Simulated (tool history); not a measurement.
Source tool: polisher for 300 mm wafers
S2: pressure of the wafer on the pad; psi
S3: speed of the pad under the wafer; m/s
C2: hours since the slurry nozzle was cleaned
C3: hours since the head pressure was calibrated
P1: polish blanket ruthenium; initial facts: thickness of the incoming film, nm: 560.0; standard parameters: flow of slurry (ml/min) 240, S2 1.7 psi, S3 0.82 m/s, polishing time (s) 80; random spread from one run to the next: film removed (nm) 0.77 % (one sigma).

run 1 hour=4.1 | flow_of_slurry_(ml/min)=240 S2=1.7 S3=0.82 polishing_time_(s)=80 | wafers_polished_on_this_pad=591 C2=109.2 C3=69.9 | film_removed_(nm)=63.144
run 2 hour=8.3 | flow_of_slurry_(ml/min)=240 S2=1.7 S3=1.28 polishing_time_(s)=80 | wafers_polished_on_this_pad=638 C2=113.4 C3=74.1 | film_removed_(nm)=99.257
run 3 hour=12.6 | flow_of_slurry_(ml/min)=240 S2=1.7 S3=0.82 polishing_time_(s)=80 | wafers_polished_on_this_pad=686 C2=117.7 C3=78.4 | film_removed_(nm)=63.716
run 4 hour=15.2 | flow_of_slurry_(ml/min)=145 S2=1.7 S3=0.82 polishing_time_(s)=113 | wafers_polished_on_this_pad=715 C2=120.3 C3=81 | film_removed_(nm)=83
run 5 hour=17.6 | flow_of_slurry_(ml/min)=240 S2=1.7 S3=0.82 polishing_time_(s)=80 | wafers_polished_on_this_pad=742 C2=122.7 C3=83.4 | film_removed_(nm)=63.933
run 6 hour=21.8 | flow_of_slurry_(ml/min)=145 S2=1.7 S3=0.82 polishing_time_(s)=80 | wafers_polished_on_this_pad=788 C2=126.9 C3=87.6 | film_removed_(nm)=58.756
run 7 hour=25.3 | flow_of_slurry_(ml/min)=240 S2=1.7 S3=0.82 polishing_time_(s)=38 | wafers_polished_on_this_pad=827 C2=130.4 C3=91.1 | film_removed_(nm)=30.365
run 8 hour=29.7 | flow_of_slurry_(ml/min)=240 S2=1.7 S3=0.82 polishing_time_(s)=80 | wafers_polished_on_this_pad=876 C2=134.8 C3=95.5 | film_removed_(nm)=64.16
run 9 hour=33 | flow_of_slurry_(ml/min)=240 S2=1.7 S3=0.58 polishing_time_(s)=80 | wafers_polished_on_this_pad=913 C2=138.1 C3=98.8 | film_removed_(nm)=44.613
run 10 hour=35.5 | flow_of_slurry_(ml/min)=345 S2=1.7 S3=0.82 polishing_time_(s)=80 | wafers_polished_on_this_pad=941 C2=140.6 C3=101.3 | film_removed_(nm)=66.617
run 11 hour=39.6 | flow_of_slurry_(ml/min)=145 S2=1.7 S3=1.18 polishing_time_(s)=80 | wafers_polished_on_this_pad=986 C2=144.7 C3=105.4 | film_removed_(nm)=86.12
run 12 hour=43 | flow_of_slurry_(ml/min)=240 S2=1.7 S3=0.82 polishing_time_(s)=124 | wafers_polished_on_this_pad=1024 C2=148.1 C3=108.8 | film_removed_(nm)=100.13
run 13 hour=46.5 | flow_of_slurry_(ml/min)=240 S2=0.8 S3=0.82 polishing_time_(s)=80 | wafers_polished_on_this_pad=1063 C2=151.6 C3=112.3 | film_removed_(nm)=29.856
run 14 hour=48.7 | flow_of_slurry_(ml/min)=240 S2=1.7 S3=0.82 polishing_time_(s)=80 | wafers_polished_on_this_pad=1088 C2=153.8 C3=114.5 | film_removed_(nm)=63.366
run 15 hour=52.1 | flow_of_slurry_(ml/min)=240 S2=1.7 S3=0.82 polishing_time_(s)=80 | wafers_polished_on_this_pad=1125 C2=157.2 C3=117.9 | film_removed_(nm)=64.362
run 16 hour=54.9 | flow_of_slurry_(ml/min)=240 S2=2.1 S3=0.82 polishing_time_(s)=80 | wafers_polished_on_this_pad=1157 C2=160 C3=120.7 | film_removed_(nm)=78.859
run 17 hour=58 | flow_of_slurry_(ml/min)=240 S2=1.7 S3=0.82 polishing_time_(s)=80 | wafers_polished_on_this_pad=1191 C2=163.1 C3=123.8 | film_removed_(nm)=63.757
run 18 hour=61.8 | flow_of_slurry_(ml/min)=240 S2=1.7 S3=0.82 polishing_time_(s)=80 | wafers_polished_on_this_pad=1233 C2=166.9 C3=127.6 | film_removed_(nm)=61.589
run 19 hour=66.2 | flow_of_slurry_(ml/min)=240 S2=1.7 S3=0.82 polishing_time_(s)=80 | wafers_polished_on_this_pad=1282 C2=171.3 C3=132 | film_removed_(nm)=62.318
run 20 hour=68.2 | flow_of_slurry_(ml/min)=240 S2=1.7 S3=0.82 polishing_time_(s)=80 | wafers_polished_on_this_pad=1304 C2=173.3 C3=134 | film_removed_(nm)=61.047
run 21 hour=70.3 | flow_of_slurry_(ml/min)=240 S2=1.7 S3=0.82 polishing_time_(s)=80 | wafers_polished_on_this_pad=1328 C2=175.4 C3=136.1 | film_removed_(nm)=61.179
-- hour=72.4 worn pad replaced by a new one
run 22 hour=74.6 | flow_of_slurry_(ml/min)=240 S2=1.7 S3=0.82 polishing_time_(s)=80 | wafers_polished_on_this_pad=25 C2=179.7 C3=140.4 | film_removed_(nm)=60.059
run 23 hour=79 | flow_of_slurry_(ml/min)=240 S2=1.7 S3=0.82 polishing_time_(s)=80 | wafers_polished_on_this_pad=74 C2=184.1 C3=144.8 | film_removed_(nm)=60.637
run 24 hour=81.6 | flow_of_slurry_(ml/min)=240 S2=1.7 S3=0.82 polishing_time_(s)=80 | wafers_polished_on_this_pad=103 C2=186.7 C3=147.4 | film_removed_(nm)=59.967
run 25 hour=85.6 | flow_of_slurry_(ml/min)=240 S2=1.7 S3=0.82 polishing_time_(s)=80 | wafers_polished_on_this_pad=147 C2=190.7 C3=151.4 | film_removed_(nm)=59.491
run 26 hour=88.5 | flow_of_slurry_(ml/min)=240 S2=1.7 S3=0.82 polishing_time_(s)=80 | wafers_polished_on_this_pad=180 C2=193.6 C3=154.3 | film_removed_(nm)=59.485

Forecast run 27:
run 27 hour=92.4 | flow_of_slurry_(ml/min)=240 S2=1.7 S3=0.82 polishing_time_(s)=80 | wafers_polished_on_this_pad=223 C2=197.5 C3=158.2 | film_removed_(nm)=?

film removed (nm): 59.196
